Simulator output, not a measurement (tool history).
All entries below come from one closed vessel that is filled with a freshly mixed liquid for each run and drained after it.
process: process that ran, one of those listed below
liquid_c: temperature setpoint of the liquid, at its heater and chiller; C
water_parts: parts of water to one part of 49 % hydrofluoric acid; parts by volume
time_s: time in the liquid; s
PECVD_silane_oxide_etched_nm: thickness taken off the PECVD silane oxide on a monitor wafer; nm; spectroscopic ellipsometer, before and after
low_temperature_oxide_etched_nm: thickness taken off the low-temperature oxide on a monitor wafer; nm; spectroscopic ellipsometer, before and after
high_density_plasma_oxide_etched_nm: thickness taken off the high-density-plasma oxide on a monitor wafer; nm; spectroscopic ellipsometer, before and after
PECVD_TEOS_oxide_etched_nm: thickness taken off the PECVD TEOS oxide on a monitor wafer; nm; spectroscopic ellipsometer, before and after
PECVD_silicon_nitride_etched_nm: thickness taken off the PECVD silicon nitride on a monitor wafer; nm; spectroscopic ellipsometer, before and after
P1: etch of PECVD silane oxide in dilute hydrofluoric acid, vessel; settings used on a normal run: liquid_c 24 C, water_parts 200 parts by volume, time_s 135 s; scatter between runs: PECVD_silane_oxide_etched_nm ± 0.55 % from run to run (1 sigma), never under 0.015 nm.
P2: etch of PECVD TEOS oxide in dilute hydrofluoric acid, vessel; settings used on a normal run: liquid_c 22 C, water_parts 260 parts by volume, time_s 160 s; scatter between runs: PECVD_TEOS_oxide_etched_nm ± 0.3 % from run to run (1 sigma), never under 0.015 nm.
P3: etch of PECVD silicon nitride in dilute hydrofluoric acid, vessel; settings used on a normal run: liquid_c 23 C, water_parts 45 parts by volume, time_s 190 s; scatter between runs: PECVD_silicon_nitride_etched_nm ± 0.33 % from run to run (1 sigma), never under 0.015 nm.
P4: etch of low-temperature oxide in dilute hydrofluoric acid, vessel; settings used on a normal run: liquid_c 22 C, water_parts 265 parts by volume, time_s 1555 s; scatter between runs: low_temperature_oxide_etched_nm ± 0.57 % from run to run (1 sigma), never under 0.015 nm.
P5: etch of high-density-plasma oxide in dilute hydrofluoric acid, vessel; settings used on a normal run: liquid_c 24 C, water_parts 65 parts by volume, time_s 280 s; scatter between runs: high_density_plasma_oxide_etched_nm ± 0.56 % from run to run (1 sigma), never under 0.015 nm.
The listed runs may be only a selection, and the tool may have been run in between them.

| run | day | process | liquid_c | water_parts | time_s | hours since the thermometer was replaced | hours since the hydrofluoric acid flow meter was replaced | PECVD_silane_oxide_etched_nm | low_temperature_oxide_etched_nm | high_density_plasma_oxide_etched_nm | PECVD_TEOS_oxide_etched_nm | PECVD_silicon_nitride_etched_nm |
|---|---|---|---|---|---|---|---|---|---|---|---|---|
| 1 | 0.646 | P1 | 24 | 200 | 135 | 2152 | 1262.5 | 8.8261 |  |  |  |  |
| 2 | 1.083 | P1 | 24 | 60 | 135 | 2162.5 | 1273 | 35.062 |  |  |  |  |
| 3 | 1.458 | P1 | 24 | 200 | 135 | 2171.5 | 1282 | 8.7841 |  |  |  |  |
| 4 | 2.1 | P1 | 28 | 200 | 135 | 2186.9 | 1297.4 | 10.211 |  |  |  |  |
| 5 | 2.704 | P1 | 20.5 | 200 | 30 | 2201.4 | 1311.9 | 1.7256 |  |  |  |  |
| 6 | 3.321 | P4 | 22 | 470 | 1555 | 2216.2 | 1326.7 |  | 27.722 |  |  |  |
| 7 | 3.65 | P5 | 31 | 65 | 280 | 2224.1 | 1334.6 |  |  | 29.302 |  |  |
| 8 | 3.979 | P1 | 18 | 200 | 135 | 2232 | 1342.5 | 7.0805 |  |  |  |  |
| 9 | 4.342 | P2 | 17 | 260 | 160 | 2240.7 | 1351.2 |  |  |  | 8.2941 |  |
| 10 | 4.908 | P1 | 24 | 200 | 30 | 2254.3 | 1364.8 | 1.9554 |  |  |  |  |
| 11 | 5.433 | P1 | 24 | 200 | 135 | 2266.9 | 1377.4 | 8.8161 |  |  |  |  |
| 12 | 6.025 | P5 | 24 | 65 | 280 | 2281.1 | 1391.6 |  |  | 22.471 |  |  |
| 13 | 6.367 | P5 | 24 | 110 | 280 | 2289.3 | 1399.8 |  |  | 12.532 |  |  |
| 14 | 7.025 | P1 | 24 | 350 | 135 | 2305.1 | 1415.6 | 4.3823 |  |  |  |  |
| 15 | 7.442 | P4 | 22 | 265 | 615 | 2315.1 | 1425.6 |  | 23.414 |  |  |  |
| 16 | 7.892 | P2 | 22 | 260 | 310 | 2325.9 | 1436.4 |  |  |  | 19.463 |  |
| 17 | 8.529 | P3 | 17 | 45 | 190 | 2341.2 | 1451.7 |  |  |  |  | 5.8883 |
| 18 | 8.846 | P5 | 24 | 65 | 105 | 2348.8 | 1459.3 |  |  | 8.3657 |  |  |
| 19 | 9.5 | P3 | 23 | 25 | 190 | 2364.5 | 1475 |  |  |  |  | 15.872 |
| 20 | 9.862 | P2 | 22 | 260 | 160 | 2373.2 | 1483.7 |  |  |  | 10.079 |  |
| 21 | 10.467 | P1 | 24 | 200 | 135 | 2387.7 | 1498.2 | 8.8696 |  |  |  |  |
| 22 | 11.1 | P1 | 24 | 200 | 200 | 2402.9 | 1513.4 | 13.183 |  |  |  |  |

Estimate the outcome of run 23 from the log above:
| 23 | 11.433 | P2 | 22 | 360 | 160 | 2410.9 | 1521.4 |  |  |  | ? |  |

{"run 23": {"PECVD_TEOS_oxide_etched_nm": 6.6773}}
